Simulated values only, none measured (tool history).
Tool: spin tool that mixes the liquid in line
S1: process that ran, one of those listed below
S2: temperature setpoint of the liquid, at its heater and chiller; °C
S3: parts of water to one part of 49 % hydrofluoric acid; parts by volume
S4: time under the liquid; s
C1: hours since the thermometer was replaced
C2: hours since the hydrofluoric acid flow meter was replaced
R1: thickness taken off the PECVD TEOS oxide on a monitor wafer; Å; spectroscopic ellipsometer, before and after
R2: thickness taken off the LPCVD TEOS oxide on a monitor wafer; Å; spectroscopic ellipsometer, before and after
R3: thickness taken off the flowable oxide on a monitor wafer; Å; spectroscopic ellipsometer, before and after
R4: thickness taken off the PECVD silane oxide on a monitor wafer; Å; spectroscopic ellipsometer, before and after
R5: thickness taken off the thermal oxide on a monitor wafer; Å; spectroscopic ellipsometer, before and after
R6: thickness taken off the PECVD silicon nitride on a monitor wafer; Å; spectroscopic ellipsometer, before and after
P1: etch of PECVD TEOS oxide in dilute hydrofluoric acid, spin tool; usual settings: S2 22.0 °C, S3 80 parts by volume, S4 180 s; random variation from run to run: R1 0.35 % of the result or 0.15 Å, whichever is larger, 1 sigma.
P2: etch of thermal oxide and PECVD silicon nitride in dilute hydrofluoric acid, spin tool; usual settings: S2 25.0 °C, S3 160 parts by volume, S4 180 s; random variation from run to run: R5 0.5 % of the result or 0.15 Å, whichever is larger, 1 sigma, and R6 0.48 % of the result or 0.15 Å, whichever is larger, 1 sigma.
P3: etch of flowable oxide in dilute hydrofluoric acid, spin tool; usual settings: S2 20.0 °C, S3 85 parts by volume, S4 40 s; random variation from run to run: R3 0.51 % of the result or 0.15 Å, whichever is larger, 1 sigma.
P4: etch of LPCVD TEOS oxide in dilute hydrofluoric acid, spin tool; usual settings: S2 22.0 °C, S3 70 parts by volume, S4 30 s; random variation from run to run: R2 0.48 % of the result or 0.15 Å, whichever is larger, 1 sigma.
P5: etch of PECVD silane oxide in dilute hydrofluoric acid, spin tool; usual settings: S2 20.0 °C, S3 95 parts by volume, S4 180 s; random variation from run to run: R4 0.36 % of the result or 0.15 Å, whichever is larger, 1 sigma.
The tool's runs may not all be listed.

run	hour	S1	S2	S3	S4	C1	C2	R1	R2	R3	R4	R5	R6
1	6.8	P1	22.0	80	180	796.3	1097.0	278.48					
2	17.5	P4	17.0	70	30	807.0	1107.7		185.43				
3	22.8	P3	20.0	85	40	812.3	1113.0			178.64			
4	32.8	P4	22.0	70	55	822.3	1123.0		417.44				
5	41.1	P5	20.0	95	180	830.6	1131.3				278.41		
6	49.9	P3	20.0	85	60	839.4	1140.1			268.60			
7	60.4	P1	27.5	80	80	849.9	1150.6	156.49					
8	67.0	P1	22.0	120	180	856.5	1157.2	178.99					
9	78.2	P5	20.0	95	70	867.7	1168.4				108.09		
10	85.9	P1	22.0	80	75	875.4	1176.1	116.69					
11	92.9	P1	22.0	80	180	882.4	1183.1	278.70					
12	100.5	P1	27.5	80	180	890.0	1190.7	350.16					
13	107.7	P1	22.0	80	315	897.2	1197.9	489.80					
14	113.5	P1	22.0	80	180	903.0	1203.7	281.03					
15	119.0	P3	17.0	85	40	908.5	1209.2			156.87			
16	124.9	P1	22.0	20	180	914.4	1215.1	1213.60					
17	134.7	P4	22.0	30	30	924.2	1224.9		558.85				
18	142.5	P2	25.0	75	180	932.0	1232.7					126.1700	112.3900
19	153.5	P1	22.0	80	180	943.0	1243.7	280.31					
20	161.3	P4	22.0	70	30	950.8	1251.5		228.03				
21	170.4	P1	22.0	80	180	959.9	1260.6	279.97					
22	176.0	P3	20.0	45	40	965.5	1266.2			353.93			
23	183.1	P4	22.0	70	30	972.6	1273.3		229.60				
24	189.5	P5	17.0	95	180	979.0	1279.7				244.86		
25	199.0	P1	17.0	80	180	988.5	1289.2	227.30					
26	208.4	P1	22.0	30	105	997.9	1298.6	461.81					
27	215.2	P5	20.0	95	180	1004.7	1305.4				277.93		
28	224.9	P2	25.0	160	25	1014.4	1315.1					7.5163	7.1938
29	230.1	P1	22.0	80	180	1019.6	1320.3	279.54					
30	236.2	P1	22.0	50	80	1025.7	1326.4	206.92					
31	244.7	P2	25.0	160	180	1034.2	1334.9					53.4270	52.6880
32	255.2	P2	30.5	160	180	1044.7	1345.4					65.8440	75.0260
33	263.1	P5	20.0	135	180	1052.6	1353.3				187.79		
34	273.8	P1	22.0	80	180	1063.3	1364.0	278.54					
35	281.2	P1	22.0	80	180	1070.7	1371.4	273.53					
36	290.8	P1	22.0	80	180	1080.3	1381.0	267.74					
37	295.8	P1	22.0	80	180	1085.3	1386.0	266.46					

The next listed run, before its measurement:
38	303.8	P1	22.0	80	180	1093.3	1394.0	?					

R1: 263.64 Å
